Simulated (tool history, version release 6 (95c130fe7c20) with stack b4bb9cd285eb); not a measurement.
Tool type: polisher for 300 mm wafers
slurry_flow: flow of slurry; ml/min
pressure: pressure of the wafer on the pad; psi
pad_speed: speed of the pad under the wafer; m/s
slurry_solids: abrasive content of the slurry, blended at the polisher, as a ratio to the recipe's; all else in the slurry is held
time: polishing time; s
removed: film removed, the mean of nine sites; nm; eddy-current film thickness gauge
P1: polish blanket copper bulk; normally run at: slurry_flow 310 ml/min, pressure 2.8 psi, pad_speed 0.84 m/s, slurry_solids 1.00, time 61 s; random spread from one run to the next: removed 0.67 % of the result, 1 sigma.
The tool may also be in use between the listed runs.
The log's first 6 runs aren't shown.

run,hour,slurry_flow,pressure,pad_speed,slurry_solids,time,removed
7,63.1,310,2.8,0.84,1.00,61,479.74
8,70.4,310,2.8,0.84,1.00,92,730.96
9,82.6,490,2.8,0.84,1.00,61,495.08
10,89.0,310,2.8,0.84,1.00,61,477.27
11,100.2,310,4.4,0.84,1.00,61,751.24
12,110.1,310,2.8,0.84,1.00,28,219.54
13,119.1,185,2.8,0.84,1.00,61,455.12
14,127.5,310,2.8,0.84,1.00,61,476.77
# hour 129.6: worn pad replaced by a new one
15,135.3,310,2.8,0.84,0.55,61,424.16
16,143.4,310,2.8,1.10,1.00,61,627.44
17,154.2,310,2.8,0.84,0.65,77,554.75
18,162.8,310,1.6,0.84,1.00,61,276.67
19,170.8,310,2.8,0.84,1.00,61,482.61

Predict the results of run 20:
20,177.8,310,2.8,0.84,1.00,61,?

{"run 20": {"removed": 480.58}}
